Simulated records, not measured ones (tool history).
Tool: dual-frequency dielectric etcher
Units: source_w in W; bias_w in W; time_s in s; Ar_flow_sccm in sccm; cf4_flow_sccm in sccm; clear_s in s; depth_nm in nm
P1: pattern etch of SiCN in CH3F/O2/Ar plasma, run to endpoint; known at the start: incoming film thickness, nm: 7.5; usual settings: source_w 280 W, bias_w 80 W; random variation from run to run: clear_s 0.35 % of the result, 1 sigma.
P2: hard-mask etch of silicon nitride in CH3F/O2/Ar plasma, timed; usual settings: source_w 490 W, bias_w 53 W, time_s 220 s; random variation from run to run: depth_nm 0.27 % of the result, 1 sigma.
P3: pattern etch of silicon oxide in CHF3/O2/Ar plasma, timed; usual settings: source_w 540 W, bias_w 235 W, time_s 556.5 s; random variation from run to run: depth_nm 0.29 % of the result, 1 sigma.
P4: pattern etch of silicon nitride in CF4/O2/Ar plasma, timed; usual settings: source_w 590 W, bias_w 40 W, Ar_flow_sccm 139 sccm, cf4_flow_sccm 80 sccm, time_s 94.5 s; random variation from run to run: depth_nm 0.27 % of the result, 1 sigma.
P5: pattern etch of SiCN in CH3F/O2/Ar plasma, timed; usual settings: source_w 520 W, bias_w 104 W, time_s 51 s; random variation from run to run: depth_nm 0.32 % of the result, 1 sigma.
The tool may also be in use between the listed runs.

run,hour,process,source_w,bias_w,time_s,Ar_flow_sccm,cf4_flow_sccm,clear_s,depth_nm
1,9,P1,280,80,,,,21.306,
2,14.9,P1,190,80,,,,24.453,
3,20.8,P3,540,170,556.5,,,,1048.5
4,29,P5,520,140,51,,,,27.433
5,37.1,P4,590,40,94.5,182,80,,169.38
6,46.2,P1,280,97,,,,19.741,
7,51.5,P4,590,52,94.5,139,80,,197.18
8,59.3,P3,760,235,556.5,,,,1335.4
9,68.2,P3,540,235,719.5,,,,1521
10,75.9,P5,520,104,51,,,,24.572
11,83.6,P1,280,53,,,,24.637,
12,88.4,P4,820,40,94.5,139,80,,235.88
13,94.5,P4,590,40,136.5,139,80,,256.8
14,102.7,P2,320,53,220,,,,127.22
15,111.6,P3,540,235,556.5,,,,1179.1
16,117.2,P2,490,42,220,,,,139.54
17,125.7,P1,180,60,,,,28.023,
18,132.3,P1,220,97,,,,21.659,
19,138.8,P5,650,104,51,,,,26.672
20,143.3,P5,520,104,71.5,,,,34.299

Run 21 comes next. What will it give?
21,150,P5,520,104,51,,,,?

depth_nm: 24.484 nm
